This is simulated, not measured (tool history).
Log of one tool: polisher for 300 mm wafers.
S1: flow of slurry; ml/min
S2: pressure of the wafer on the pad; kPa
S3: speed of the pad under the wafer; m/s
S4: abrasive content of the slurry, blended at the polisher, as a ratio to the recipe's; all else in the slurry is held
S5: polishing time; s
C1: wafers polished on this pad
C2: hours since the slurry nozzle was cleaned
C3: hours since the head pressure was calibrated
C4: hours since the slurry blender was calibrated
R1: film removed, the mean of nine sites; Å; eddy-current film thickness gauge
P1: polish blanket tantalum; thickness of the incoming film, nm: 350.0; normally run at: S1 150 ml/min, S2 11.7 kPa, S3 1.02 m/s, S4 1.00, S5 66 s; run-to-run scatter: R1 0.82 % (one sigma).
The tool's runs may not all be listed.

run 1 hour=8.0 | S1=150 S2=11.7 S3=1.02 S4=1.00 S5=66 | C1=374 C2=138.5 C3=334.1 C4=46.3 | R1=1129.10
run 2 hour=16.4 | S1=150 S2=15.9 S3=1.58 S4=1.00 S5=66 | C1=473 C2=146.9 C3=342.5 C4=54.7 | R1=2361.10
-- hour=20.4 slurry blender recalibrated
run 3 hour=26.8 | S1=150 S2=5.5 S3=1.02 S4=1.00 S5=66 | C1=594 C2=157.3 C3=352.9 C4=6.5 | R1=527.63
run 4 hour=38.4 | S1=150 S2=11.7 S3=1.02 S4=1.00 S5=66 | C1=730 C2=168.9 C3=364.5 C4=18.1 | R1=1134.30
run 5 hour=45.0 | S1=150 S2=11.7 S3=1.02 S4=0.55 S5=66 | C1=807 C2=175.5 C3=371.1 C4=24.7 | R1=917.67
run 6 hour=52.5 | S1=150 S2=11.7 S3=1.02 S4=1.00 S5=66 | C1=894 C2=183.0 C3=378.6 C4=32.2 | R1=1126.10
run 7 hour=66.5 | S1=150 S2=18.6 S3=1.02 S4=1.00 S5=66 | C1=1058 C2=197.0 C3=392.6 C4=46.2 | R1=1782.60
run 8 hour=80.5 | S1=150 S2=11.7 S3=1.02 S4=1.00 S5=104 | C1=1222 C2=211.0 C3=406.6 C4=60.2 | R1=1758.40
run 9 hour=88.2 | S1=150 S2=11.7 S3=0.46 S4=1.00 S5=66 | C1=1312 C2=218.7 C3=414.3 C4=67.9 | R1=504.43
run 10 hour=98.5 | S1=150 S2=11.7 S3=1.02 S4=1.00 S5=37 | C1=1432 C2=229.0 C3=424.6 C4=78.2 | R1=626.15
run 11 hour=106.0 | S1=150 S2=11.7 S3=1.02 S4=1.00 S5=66 | C1=1520 C2=236.5 C3=432.1 C4=85.7 | R1=1116.70
run 12 hour=112.2 | S1=230 S2=11.7 S3=1.02 S4=1.00 S5=66 | C1=1592 C2=242.7 C3=438.3 C4=91.9 | R1=1193.50
run 13 hour=121.2 | S1=150 S2=11.7 S3=1.60 S4=1.00 S5=66 | C1=1697 C2=251.7 C3=447.3 C4=100.9 | R1=1769.50
run 14 hour=135.5 | S1=150 S2=11.7 S3=1.02 S4=1.00 S5=66 | C1=1864 C2=266.0 C3=461.6 C4=115.2 | R1=1107.60
run 15 hour=148.4 | S1=150 S2=11.7 S3=1.02 S4=1.25 S5=66 | C1=2015 C2=278.9 C3=474.5 C4=128.1 | R1=1188.50
run 16 hour=160.9 | S1=150 S2=11.7 S3=0.68 S4=1.40 S5=66 | C1=2161 C2=291.4 C3=487.0 C4=140.6 | R1=812.12
run 17 hour=172.0 | S1=90 S2=11.7 S3=1.02 S4=1.00 S5=66 | C1=2291 C2=302.5 C3=498.1 C4=151.7 | R1=999.13
run 18 hour=183.6 | S1=150 S2=11.7 S3=1.02 S4=1.00 S5=66 | C1=2426 C2=314.1 C3=509.7 C4=163.3 | R1=1108.90
run 19 hour=195.1 | S1=150 S2=11.7 S3=1.02 S4=1.00 S5=66 | C1=2561 C2=325.6 C3=521.2 C4=174.8 | R1=1080.50
run 20 hour=209.1 | S1=150 S2=11.7 S3=1.02 S4=1.00 S5=66 | C1=2724 C2=339.6 C3=535.2 C4=188.8 | R1=1061.10
run 21 hour=218.6 | S1=150 S2=11.7 S3=1.02 S4=1.00 S5=66 | C1=2835 C2=349.1 C3=544.7 C4=198.3 | R1=1042.70
run 22 hour=229.6 | S1=150 S2=11.7 S3=1.02 S4=1.00 S5=66 | C1=2964 C2=360.1 C3=555.7 C4=209.3 | R1=1030.60
-- hour=233.1 worn pad replaced by a new one
run 23 hour=238.2 | S1=150 S2=11.7 S3=1.02 S4=1.00 S5=66 | C1=60 C2=368.7 C3=564.3 C4=217.9 | R1=1039.80
-- hour=238.3 slurry nozzle cleaned
run 24 hour=245.2 | S1=150 S2=11.7 S3=1.02 S4=1.00 S5=66 | C1=141 C2=6.9 C3=571.3 C4=224.9 | R1=1020.30
run 25 hour=255.3 | S1=150 S2=11.7 S3=1.02 S4=1.00 S5=66 | C1=259 C2=17.0 C3=581.4 C4=235.0 | R1=1029.60

The next listed run, before its measurement:
run 26 hour=261.9 | S1=150 S2=11.7 S3=1.02 S4=1.00 S5=66 | C1=337 C2=23.6 C3=588.0 C4=241.6 | R1=?

{"run 26": {"R1": 1017.3}}
